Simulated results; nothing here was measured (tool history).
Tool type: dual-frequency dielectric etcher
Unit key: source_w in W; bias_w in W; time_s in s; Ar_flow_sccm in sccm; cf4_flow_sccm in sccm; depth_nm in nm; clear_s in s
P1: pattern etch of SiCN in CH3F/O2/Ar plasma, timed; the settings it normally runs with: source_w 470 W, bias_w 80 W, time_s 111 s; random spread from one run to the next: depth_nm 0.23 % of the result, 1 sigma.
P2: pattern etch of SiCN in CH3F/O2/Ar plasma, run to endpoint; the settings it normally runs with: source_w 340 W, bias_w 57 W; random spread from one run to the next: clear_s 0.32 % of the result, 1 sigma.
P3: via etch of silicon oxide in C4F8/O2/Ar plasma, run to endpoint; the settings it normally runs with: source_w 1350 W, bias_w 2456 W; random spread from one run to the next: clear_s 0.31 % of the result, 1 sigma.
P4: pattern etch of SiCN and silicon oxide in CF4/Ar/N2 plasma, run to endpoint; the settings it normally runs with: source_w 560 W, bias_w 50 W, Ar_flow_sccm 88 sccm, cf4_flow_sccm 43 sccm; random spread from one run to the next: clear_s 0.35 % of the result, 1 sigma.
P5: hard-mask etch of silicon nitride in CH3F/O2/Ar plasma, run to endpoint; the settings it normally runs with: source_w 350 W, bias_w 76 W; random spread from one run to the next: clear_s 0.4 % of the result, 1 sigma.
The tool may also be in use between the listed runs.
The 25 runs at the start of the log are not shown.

run	day	process	source_w	bias_w	time_s	Ar_flow_sccm	cf4_flow_sccm	hours since the last wet clean	hours since the last source power generator calibration	hours since the last bias power generator calibration	depth_nm	clear_s
26	6.567	P1	470	59	111			256.9	1143.3	3019.8	41.598	
27	6.9	P1	470	80	111			264.9	1151.3	3027.8	46.232	
28	7.171	P4	560	50		88	33	271.4	1157.8	3034.3		20.192
29	7.396	P4	560	37		88	43	276.8	1163.2	3039.7		21.179
30	7.671	P1	470	80	111			283.4	1169.8	3046.3	46.291	
31	8.025	P1	470	80	111			291.9	1178.3	3054.8	45.926	
32	8.35	P1	470	80	111			299.7	1186.1	3062.6	46	
33	8.65	P1	470	80	111			306.9	1193.3	3069.8	45.795	
34	8.838	P1	470	80	111			311.4	1197.8	3074.3	45.809	

What will run 35 give?
35	9.042	P1	470	80	111			316.3	1202.7	3079.2	?	

For run 35 the tool returned depth_nm 45.564 nm.
